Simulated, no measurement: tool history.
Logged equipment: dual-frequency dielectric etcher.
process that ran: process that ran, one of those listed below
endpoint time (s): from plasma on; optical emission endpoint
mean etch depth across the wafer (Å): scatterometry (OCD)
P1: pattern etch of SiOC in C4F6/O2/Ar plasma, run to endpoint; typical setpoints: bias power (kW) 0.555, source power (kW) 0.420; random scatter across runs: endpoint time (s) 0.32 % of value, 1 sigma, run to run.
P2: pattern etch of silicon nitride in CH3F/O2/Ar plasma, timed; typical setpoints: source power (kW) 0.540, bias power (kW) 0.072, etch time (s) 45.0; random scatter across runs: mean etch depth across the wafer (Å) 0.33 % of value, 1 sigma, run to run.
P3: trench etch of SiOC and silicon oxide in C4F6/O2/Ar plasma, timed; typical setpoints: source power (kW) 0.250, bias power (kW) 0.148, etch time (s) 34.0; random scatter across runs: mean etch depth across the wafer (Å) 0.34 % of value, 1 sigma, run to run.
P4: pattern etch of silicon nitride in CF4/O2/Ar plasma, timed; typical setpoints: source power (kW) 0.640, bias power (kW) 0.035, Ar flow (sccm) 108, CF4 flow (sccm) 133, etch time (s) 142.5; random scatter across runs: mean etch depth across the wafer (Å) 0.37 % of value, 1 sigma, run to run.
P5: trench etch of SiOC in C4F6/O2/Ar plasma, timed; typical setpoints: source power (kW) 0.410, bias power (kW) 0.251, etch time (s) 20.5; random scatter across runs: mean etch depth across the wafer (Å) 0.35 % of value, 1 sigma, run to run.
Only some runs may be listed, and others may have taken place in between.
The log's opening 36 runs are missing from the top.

| run | hour | process that ran | bias power (kW) | source power (kW) | Ar flow (sccm) | CF4 flow (sccm) | etch time (s) | endpoint time (s) | mean etch depth across the wafer (Å) |
|---|---|---|---|---|---|---|---|---|---|
| 37 | 177.4 | P1 | 0.555 | 0.420 |  |  |  | 10.5090 |  |
| 38 | 182.6 | P1 | 0.555 | 0.420 |  |  |  | 10.4850 |  |
| 39 | 187.9 | P1 | 0.555 | 0.420 |  |  |  | 10.5300 |  |
| 40 | 193.2 | P1 | 0.555 | 0.420 |  |  |  | 10.5170 |  |
|  | 194.6 | wet clean of the chamber |
| 41 | 199.1 | P1 | 0.555 | 0.420 |  |  |  | 10.6020 |  |
| 42 | 205.4 | P1 | 0.555 | 0.420 |  |  |  | 10.5050 |  |
| 43 | 209.6 | P1 | 0.555 | 0.420 |  |  |  | 10.5150 |  |
| 44 | 215.4 | P1 | 0.555 | 0.420 |  |  |  | 10.5200 |  |

Run 45, settings as shown, results not yet in. Your forecast:
| 45 | 220.6 | P1 | 0.555 | 0.420 |  |  |  | ? |  |

endpoint time (s): 10.5310

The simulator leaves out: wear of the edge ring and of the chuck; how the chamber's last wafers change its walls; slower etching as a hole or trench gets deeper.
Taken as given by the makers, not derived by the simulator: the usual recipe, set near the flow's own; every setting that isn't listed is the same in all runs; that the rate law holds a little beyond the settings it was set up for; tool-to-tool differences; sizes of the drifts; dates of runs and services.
